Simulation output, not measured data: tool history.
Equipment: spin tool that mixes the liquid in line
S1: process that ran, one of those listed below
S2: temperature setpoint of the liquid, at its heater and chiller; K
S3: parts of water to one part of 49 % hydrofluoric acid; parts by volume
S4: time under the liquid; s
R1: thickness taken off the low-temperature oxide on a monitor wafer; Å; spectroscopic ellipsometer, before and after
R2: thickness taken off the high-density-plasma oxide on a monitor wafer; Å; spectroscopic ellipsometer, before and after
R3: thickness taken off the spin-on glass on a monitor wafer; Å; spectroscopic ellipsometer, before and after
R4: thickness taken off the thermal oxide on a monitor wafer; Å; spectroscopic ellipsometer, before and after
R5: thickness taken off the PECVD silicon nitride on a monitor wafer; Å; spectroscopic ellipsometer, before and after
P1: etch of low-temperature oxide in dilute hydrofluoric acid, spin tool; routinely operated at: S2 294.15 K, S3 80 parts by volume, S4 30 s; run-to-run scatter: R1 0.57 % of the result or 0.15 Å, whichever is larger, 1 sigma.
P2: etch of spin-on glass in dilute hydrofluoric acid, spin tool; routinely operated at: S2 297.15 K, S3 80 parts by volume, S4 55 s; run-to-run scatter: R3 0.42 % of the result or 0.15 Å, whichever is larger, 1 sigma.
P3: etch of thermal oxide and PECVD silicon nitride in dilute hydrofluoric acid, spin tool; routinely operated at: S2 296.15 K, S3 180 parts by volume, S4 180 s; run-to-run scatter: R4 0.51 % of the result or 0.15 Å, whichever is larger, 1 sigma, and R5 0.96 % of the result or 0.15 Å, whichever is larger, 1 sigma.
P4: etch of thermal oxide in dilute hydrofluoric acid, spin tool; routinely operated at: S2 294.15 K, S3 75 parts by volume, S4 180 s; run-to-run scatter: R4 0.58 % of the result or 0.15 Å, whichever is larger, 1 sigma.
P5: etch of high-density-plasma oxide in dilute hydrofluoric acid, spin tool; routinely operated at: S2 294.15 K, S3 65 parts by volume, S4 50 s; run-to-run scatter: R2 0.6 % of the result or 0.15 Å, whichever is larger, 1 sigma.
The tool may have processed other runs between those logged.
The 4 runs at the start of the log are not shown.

| run | day | S1 | S2 | S3 | S4 | R1 | R2 | R3 | R4 | R5 |
|---|---|---|---|---|---|---|---|---|---|---|
| 5 | 1.296 | P2 | 297.15 | 80 | 55 |  |  | 402.35 |  |  |
| 6 | 1.575 | P5 | 294.15 | 65 | 15 |  | 15.07 |  |  |  |
| 7 | 1.75 | P2 | 297.15 | 80 | 55 |  |  | 402.67 |  |  |
| 8 | 2.042 | P5 | 294.15 | 65 | 50 |  | 51.186 |  |  |  |
| 9 | 2.2 | P1 | 294.15 | 80 | 30 | 77.011 |  |  |  |  |
| 10 | 2.462 | P1 | 294.15 | 80 | 55 | 141.6 |  |  |  |  |
| 11 | 2.762 | P2 | 297.15 | 30 | 55 |  |  | 1136.3 |  |  |
| 12 | 2.954 | P1 | 294.15 | 80 | 30 | 77.016 |  |  |  |  |
| 13 | 3.242 | P3 | 296.15 | 180 | 180 |  |  |  | 43.284 | 21.525 |
| 14 | 3.517 | P1 | 294.15 | 80 | 30 | 76.898 |  |  |  |  |
| 15 | 3.671 | P4 | 298.65 | 75 | 180 |  |  |  | 118.27 |  |
| 16 | 3.85 | P1 | 290.15 | 80 | 30 | 65.089 |  |  |  |  |
| 17 | 4.1 | P1 | 294.15 | 80 | 30 | 76.277 |  |  |  |  |
| 18 | 4.275 | P4 | 294.15 | 105 | 180 |  |  |  | 67.548 |  |
| 19 | 4.554 | P2 | 297.15 | 80 | 110 |  |  | 802.95 |  |  |
| 20 | 4.708 | P1 | 294.15 | 20 | 30 | 330.51 |  |  |  |  |
| 21 | 4.938 | P3 | 296.15 | 100 | 180 |  |  |  | 85.653 | 38.006 |
| 22 | 5.1 | P5 | 294.15 | 65 | 50 |  | 51.262 |  |  |  |
|  | 5.354 | thermometer replaced |
| 23 | 5.421 | P3 | 296.15 | 180 | 315 |  |  |  | 75.535 | 38.012 |

Predict the results of run 24:
| 24 | 5.642 | P1 | 294.15 | 135 | 30 | ? |  |  |  |  |

R1: 43.061 Å
